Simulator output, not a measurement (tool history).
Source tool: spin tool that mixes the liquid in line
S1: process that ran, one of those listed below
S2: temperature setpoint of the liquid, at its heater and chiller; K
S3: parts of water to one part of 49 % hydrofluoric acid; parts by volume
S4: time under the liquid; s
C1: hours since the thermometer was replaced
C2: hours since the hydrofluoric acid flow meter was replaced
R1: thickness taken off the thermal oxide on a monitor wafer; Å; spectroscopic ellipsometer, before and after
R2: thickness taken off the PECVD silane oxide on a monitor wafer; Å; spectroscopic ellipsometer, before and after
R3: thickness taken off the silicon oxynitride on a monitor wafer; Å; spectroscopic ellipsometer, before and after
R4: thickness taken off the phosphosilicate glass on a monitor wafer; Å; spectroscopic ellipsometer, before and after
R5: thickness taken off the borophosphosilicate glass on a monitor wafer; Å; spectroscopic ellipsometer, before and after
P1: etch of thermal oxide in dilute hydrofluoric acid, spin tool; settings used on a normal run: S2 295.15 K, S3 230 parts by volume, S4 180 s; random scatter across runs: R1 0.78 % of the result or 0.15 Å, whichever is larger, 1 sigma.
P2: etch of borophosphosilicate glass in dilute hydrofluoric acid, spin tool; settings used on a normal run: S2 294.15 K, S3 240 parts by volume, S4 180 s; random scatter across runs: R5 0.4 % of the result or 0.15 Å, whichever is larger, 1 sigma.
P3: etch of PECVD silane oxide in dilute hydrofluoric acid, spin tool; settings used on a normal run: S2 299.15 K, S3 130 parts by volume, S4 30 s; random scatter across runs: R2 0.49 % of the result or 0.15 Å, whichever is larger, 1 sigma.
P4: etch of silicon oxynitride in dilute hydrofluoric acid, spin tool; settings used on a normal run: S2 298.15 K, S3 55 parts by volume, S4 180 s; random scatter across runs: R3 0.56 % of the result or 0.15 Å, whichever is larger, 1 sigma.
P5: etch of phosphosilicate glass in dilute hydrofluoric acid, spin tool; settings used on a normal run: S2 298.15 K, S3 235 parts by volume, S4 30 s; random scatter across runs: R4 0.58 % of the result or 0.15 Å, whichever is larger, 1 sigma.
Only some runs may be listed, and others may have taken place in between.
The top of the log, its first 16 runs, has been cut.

{"run": 17, "day": 9.283, "S1": "P2", "S2": 294.15, "S3": 240, "S4": 180, "C1": 948.7, "C2": 798.1, "R5": 499.12}
{"run": 18, "day": 9.704, "S1": "P1", "S2": 295.15, "S3": 230, "S4": 180, "C1": 958.8, "C2": 808.2, "R1": 30.656}
{"run": 19, "day": 10.125, "S1": "P5", "S2": 298.15, "S3": 235, "S4": 50, "C1": 968.9, "C2": 818.3, "R4": 115.07}
{"run": 20, "day": 10.571, "S1": "P1", "S2": 295.15, "S3": 230, "S4": 180, "C1": 979.6, "C2": 829.0, "R1": 30.351}
{"run": 21, "day": 11.229, "S1": "P1", "S2": 295.15, "S3": 230, "S4": 50, "C1": 995.4, "C2": 844.8, "R1": 8.2938}
{"run": 22, "day": 11.921, "S1": "P1", "S2": 295.15, "S3": 125, "S4": 180, "C1": 1012.0, "C2": 861.4, "R1": 62.127}
{"run": 23, "day": 12.583, "S1": "P2", "S2": 294.15, "S3": 240, "S4": 45, "C1": 1027.9, "C2": 877.3, "R5": 123.95}
{"run": 24, "day": 13.212, "S1": "P5", "S2": 298.15, "S3": 235, "S4": 30, "C1": 1043.0, "C2": 892.4, "R4": 69.548}
{"run": 25, "day": 13.704, "S1": "P1", "S2": 295.15, "S3": 230, "S4": 325, "C1": 1054.8, "C2": 904.2, "R1": 54.259}
{"run": 26, "day": 14.396, "S1": "P2", "S2": 294.15, "S3": 100, "S4": 180, "C1": 1071.4, "C2": 920.8, "R5": 1385.2}
{"run": 27, "day": 14.967, "S1": "P1", "S2": 295.15, "S3": 230, "S4": 180, "C1": 1085.1, "C2": 934.5, "R1": 29.957}
{"run": 28, "day": 15.379, "S1": "P2", "S2": 294.15, "S3": 240, "S4": 180, "C1": 1095.0, "C2": 944.4, "R5": 498.08}
{"run": 29, "day": 15.842, "S1": "P4", "S2": 298.15, "S3": 95, "S4": 180, "C1": 1106.1, "C2": 955.5, "R3": 72.022}
{"run": 30, "day": 16.3, "S1": "P1", "S2": 290.65, "S3": 230, "S4": 180, "C1": 1117.1, "C2": 966.5, "R1": 25.017}
{"run": 31, "day": 16.746, "S1": "P1", "S2": 295.15, "S3": 340, "S4": 180, "C1": 1127.8, "C2": 977.2, "R1": 18.244}
{"run": 32, "day": 17.325, "S1": "P4", "S2": 302.15, "S3": 55, "S4": 180, "C1": 1141.7, "C2": 991.1, "R3": 157.18}
{"run": 33, "day": 17.792, "S1": "P5", "S2": 293.15, "S3": 235, "S4": 30, "C1": 1152.9, "C2": 1002.3, "R4": 57.991}
{"run": 34, "day": 18.379, "S1": "P1", "S2": 295.15, "S3": 230, "S4": 180, "C1": 1167.0, "C2": 1016.4, "R1": 29.772}
{"run": 35, "day": 19.012, "S1": "P1", "S2": 295.15, "S3": 230, "S4": 180, "C1": 1182.2, "C2": 1031.6, "R1": 30.809}
{"run": 36, "day": 19.5, "S1": "P1", "S2": 295.15, "S3": 230, "S4": 180, "C1": 1193.9, "C2": 1043.3, "R1": 31.134}
{"run": 37, "day": 19.971, "S1": "P1", "S2": 295.15, "S3": 230, "S4": 180, "C1": 1205.2, "C2": 1054.6, "R1": 31.39}
{"run": 38, "day": 20.717, "S1": "P1", "S2": 295.15, "S3": 230, "S4": 180, "C1": 1223.1, "C2": 1072.5, "R1": 31.805}
{"run": 39, "day": 21.217, "S1": "P1", "S2": 295.15, "S3": 230, "S4": 180, "C1": 1235.1, "C2": 1084.5, "R1": 32.37}
{"run": 40, "day": 21.929, "S1": "P1", "S2": 295.15, "S3": 230, "S4": 180, "C1": 1252.2, "C2": 1101.6, "R1": 32.463}

For run 41, what comes out?
{"run": 41, "day": 22.533, "S1": "P1", "S2": 295.15, "S3": 230, "S4": 180, "C1": 1266.7, "C2": 1116.1, "R1": "?"}

{"run 41": {"R1": 32.274}}
